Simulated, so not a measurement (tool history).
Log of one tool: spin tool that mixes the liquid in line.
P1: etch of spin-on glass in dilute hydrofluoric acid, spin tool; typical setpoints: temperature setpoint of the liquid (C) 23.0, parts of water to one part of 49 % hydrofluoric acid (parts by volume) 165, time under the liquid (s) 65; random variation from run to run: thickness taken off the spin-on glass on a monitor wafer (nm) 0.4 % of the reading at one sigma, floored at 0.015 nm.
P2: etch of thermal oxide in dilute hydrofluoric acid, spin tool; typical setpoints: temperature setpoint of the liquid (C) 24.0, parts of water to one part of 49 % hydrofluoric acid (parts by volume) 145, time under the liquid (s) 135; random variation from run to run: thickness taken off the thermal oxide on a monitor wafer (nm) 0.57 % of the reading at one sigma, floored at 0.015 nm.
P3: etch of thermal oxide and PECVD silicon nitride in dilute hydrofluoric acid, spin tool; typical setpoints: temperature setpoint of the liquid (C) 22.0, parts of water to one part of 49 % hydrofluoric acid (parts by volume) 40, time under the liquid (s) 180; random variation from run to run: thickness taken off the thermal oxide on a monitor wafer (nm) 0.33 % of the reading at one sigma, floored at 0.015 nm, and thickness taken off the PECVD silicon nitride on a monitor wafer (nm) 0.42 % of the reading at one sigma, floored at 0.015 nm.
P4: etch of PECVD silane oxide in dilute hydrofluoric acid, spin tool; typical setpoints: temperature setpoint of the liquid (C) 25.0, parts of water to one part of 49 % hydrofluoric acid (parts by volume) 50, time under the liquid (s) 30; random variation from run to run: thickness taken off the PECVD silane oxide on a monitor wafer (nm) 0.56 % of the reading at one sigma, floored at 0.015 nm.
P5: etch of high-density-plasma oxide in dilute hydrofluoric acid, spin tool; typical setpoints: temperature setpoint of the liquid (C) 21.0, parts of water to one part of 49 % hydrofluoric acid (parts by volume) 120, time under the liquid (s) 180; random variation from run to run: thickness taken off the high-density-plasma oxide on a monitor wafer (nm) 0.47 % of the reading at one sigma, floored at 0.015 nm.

run	hour	process that ran	temperature setpoint of the liquid (C)	parts of water to one part of 49 % hydrofluoric acid (parts by volume)	time under the liquid (s)	hours since the thermometer was replaced	hours since the hydrofluoric acid flow meter was replaced	thickness taken off the spin-on glass on a monitor wafer (nm)	thickness taken off the thermal oxide on a monitor wafer (nm)	thickness taken off the PECVD silicon nitride on a monitor wafer (nm)	thickness taken off the PECVD silane oxide on a monitor wafer (nm)	thickness taken off the high-density-plasma oxide on a monitor wafer (nm)
1	4.2	P1	23.0	165	65	974.8	883.8	12.1370				
2	11.9	P3	22.0	40	180	982.5	891.5		21.4690	20.6340		
3	19.7	P1	23.0	40	15	990.3	899.3	13.3350				
4	26.2	P3	29.0	40	180	996.8	905.8		28.6180	32.8440		
5	31.1	P1	23.0	165	65	1001.7	910.7	12.1010				
6	38.4	P4	25.0	90	30	1009.0	918.0				7.9911	
7	44.0	P1	23.0	165	65	1014.6	923.6	12.0620				
8	49.8	P5	21.0	120	180	1020.4	929.4					6.5480
9	57.1	P2	30.5	145	135	1027.7	936.7		5.1327			
10	64.9	P3	22.0	40	40	1035.5	944.5		4.8026	4.6349		
11	71.5	P4	25.0	50	60	1042.1	951.1				30.6610	
12	79.6	P1	19.0	165	65	1050.2	959.2	10.3180				
13	86.4	P1	23.0	165	65	1057.0	966.0	12.0880				
14	94.7	P1	23.0	165	65	1065.3	974.3	12.0130				
15	103.1	P4	20.0	50	30	1073.7	982.7				12.3440	
16	108.7	P5	21.0	120	70	1079.3	988.3					2.5093
17	116.0	P2	24.0	40	135	1086.6	995.6		16.7040			
18	123.0	P1	23.0	165	130	1093.6	1002.6	24.2590				
19	131.2	P5	21.0	205	180	1101.8	1010.8					3.4978
20	136.6	P5	17.0	120	180	1107.2	1016.2					5.5307
21	141.7	P2	24.0	145	220	1112.3	1021.3		6.5801			
22	146.0	P1	28.5	165	65	1116.6	1025.6	14.8850				
23	152.8	P2	24.0	145	135	1123.4	1032.4		4.0475			
24	157.8	P2	24.0	145	135	1128.4	1037.4		4.0217			
25	165.4	P1	23.0	165	20	1136.0	1045.0	3.7045				
26	170.1	P3	22.0	65	180	1140.7	1049.7		12.7670	12.8970		
27	176.6	P1	23.0	255	65	1147.2	1056.2	7.1319				

What does the tool deliver on the next run?
28	181.6	P4	25.0	50	30	1152.2	1061.2				?	

Logged for run 28: thickness taken off the PECVD silane oxide on a monitor wafer (nm) 15.2470.
